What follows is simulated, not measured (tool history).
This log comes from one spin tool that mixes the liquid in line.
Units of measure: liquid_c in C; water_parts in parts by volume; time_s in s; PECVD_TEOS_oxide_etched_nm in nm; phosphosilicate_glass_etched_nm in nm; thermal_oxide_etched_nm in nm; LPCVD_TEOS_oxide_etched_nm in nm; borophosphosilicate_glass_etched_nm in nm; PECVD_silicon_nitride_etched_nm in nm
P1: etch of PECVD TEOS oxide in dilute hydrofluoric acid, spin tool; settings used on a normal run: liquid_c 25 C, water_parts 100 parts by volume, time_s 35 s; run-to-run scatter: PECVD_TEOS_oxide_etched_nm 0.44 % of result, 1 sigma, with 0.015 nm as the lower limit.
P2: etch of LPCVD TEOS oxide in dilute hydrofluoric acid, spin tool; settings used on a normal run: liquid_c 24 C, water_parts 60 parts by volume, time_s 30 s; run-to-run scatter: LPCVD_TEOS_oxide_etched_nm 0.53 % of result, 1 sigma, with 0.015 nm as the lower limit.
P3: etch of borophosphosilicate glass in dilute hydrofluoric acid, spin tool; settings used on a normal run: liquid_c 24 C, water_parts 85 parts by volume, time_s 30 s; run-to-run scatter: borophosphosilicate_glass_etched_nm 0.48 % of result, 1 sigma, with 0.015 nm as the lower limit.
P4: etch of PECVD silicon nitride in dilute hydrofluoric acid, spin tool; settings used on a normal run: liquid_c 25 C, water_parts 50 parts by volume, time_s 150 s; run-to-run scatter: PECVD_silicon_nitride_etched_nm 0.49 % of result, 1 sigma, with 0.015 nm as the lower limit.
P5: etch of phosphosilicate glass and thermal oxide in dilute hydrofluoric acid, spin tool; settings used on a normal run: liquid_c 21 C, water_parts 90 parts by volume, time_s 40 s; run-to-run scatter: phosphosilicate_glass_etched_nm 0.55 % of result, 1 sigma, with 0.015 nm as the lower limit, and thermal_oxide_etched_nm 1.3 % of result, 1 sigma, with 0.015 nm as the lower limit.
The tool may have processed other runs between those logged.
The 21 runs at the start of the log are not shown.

run	hour	process	liquid_c	water_parts	time_s	hours since the thermometer was replaced	hours since the hydrofluoric acid flow meter was replaced	PECVD_TEOS_oxide_etched_nm	phosphosilicate_glass_etched_nm	thermal_oxide_etched_nm	LPCVD_TEOS_oxide_etched_nm	borophosphosilicate_glass_etched_nm	PECVD_silicon_nitride_etched_nm
22	289.4	P4	17.5	50	150	2094.6	1897.7						9.7917
23	303.5	P5	21	145	40	2108.7	1911.8		14.169	1.1278			
24	313.3	P1	25	100	35	2118.5	1921.6	8.726					
25	328.4	P5	21	90	60	2133.6	1936.7		36.139	3.0369			
26	339.4	P1	25	150	35	2144.6	1947.7	5.4981					
27	358.3	P3	24	85	30	2163.5	1966.6					12.941	
28	375.7	P2	30	60	30	2180.9	1984				35.544		
29	385.8	P1	32.5	100	35	2191	1994.1	11.637					
30	394.7	P1	25	100	35	2199.9	2003	8.7349					
31	410.6	P1	25	40	35	2215.8	2018.9	23.461					
32	426.3	P4	25	50	150	2231.5	2034.6						16.439
33	438.5	P1	25	100	35	2243.7	2046.8	8.6702					
34	447.3	P1	25	100	35	2252.5	2055.6	8.9468					
35	459.4	P1	25	100	35	2264.6	2067.7	9.0838					
36	472.7	P1	25	100	35	2277.9	2081	9.2886					

Run 37 comes next. What will it give?
37	489	P1	25	100	35	2294.2	2097.3	?					

PECVD_TEOS_oxide_etched_nm: 9.3969 nm
